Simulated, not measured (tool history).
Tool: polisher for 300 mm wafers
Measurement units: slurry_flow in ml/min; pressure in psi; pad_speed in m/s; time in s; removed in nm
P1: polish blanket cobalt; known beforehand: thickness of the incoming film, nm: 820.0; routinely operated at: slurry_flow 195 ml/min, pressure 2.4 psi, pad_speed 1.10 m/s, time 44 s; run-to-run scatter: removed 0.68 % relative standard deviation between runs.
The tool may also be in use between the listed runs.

run	hour	slurry_flow	pressure	pad_speed	time	wafers polished on this pad	hours since the slurry nozzle was cleaned	hours since the head pressure was calibrated	removed
1	13.4	195	2.4	1.10	44	351	129.9	120.2	272.10
# hour 15.6: head pressure recalibrated
2	24.5	195	2.4	1.42	44	422	141.0	9.0	354.47
3	30.6	195	2.4	1.10	58	461	147.1	15.1	359.02
4	43.4	195	2.4	1.10	44	543	159.9	27.9	273.58
5	56.8	195	2.4	1.10	44	628	173.3	41.3	272.26
6	64.9	285	2.4	1.10	44	680	181.4	49.4	286.64
7	78.1	195	2.4	1.10	44	764	194.6	62.6	275.62
8	84.5	285	3.1	1.10	44	805	201.0	69.0	369.20
9	91.2	195	2.4	1.10	44	847	207.7	75.7	270.89
10	99.6	195	2.4	1.10	24	901	216.1	84.1	149.02
11	106.7	195	2.4	0.50	44	946	223.2	91.2	124.76
12	120.6	195	1.6	1.10	44	1035	237.1	105.1	180.44
13	126.7	115	2.4	1.10	44	1074	243.2	111.2	246.75
14	134.0	195	3.5	1.10	44	1120	250.5	118.5	396.62
15	142.0	275	2.4	1.10	34	1171	258.5	126.5	220.12
16	149.4	195	2.4	1.10	44	1218	265.9	133.9	275.08
17	158.0	195	2.4	1.10	44	1273	274.5	142.5	272.06
18	171.9	195	2.4	1.10	44	1362	288.4	156.4	262.04
19	184.4	195	2.4	1.10	44	1441	300.9	168.9	260.51
20	191.1	195	2.4	1.10	44	1484	307.6	175.6	260.76
21	199.4	195	2.4	1.10	44	1537	315.9	183.9	259.12

The next listed run, before its measurement:
22	207.9	195	2.4	1.10	44	1591	324.4	192.4	?

{"run 22": {"removed": 257.23}}

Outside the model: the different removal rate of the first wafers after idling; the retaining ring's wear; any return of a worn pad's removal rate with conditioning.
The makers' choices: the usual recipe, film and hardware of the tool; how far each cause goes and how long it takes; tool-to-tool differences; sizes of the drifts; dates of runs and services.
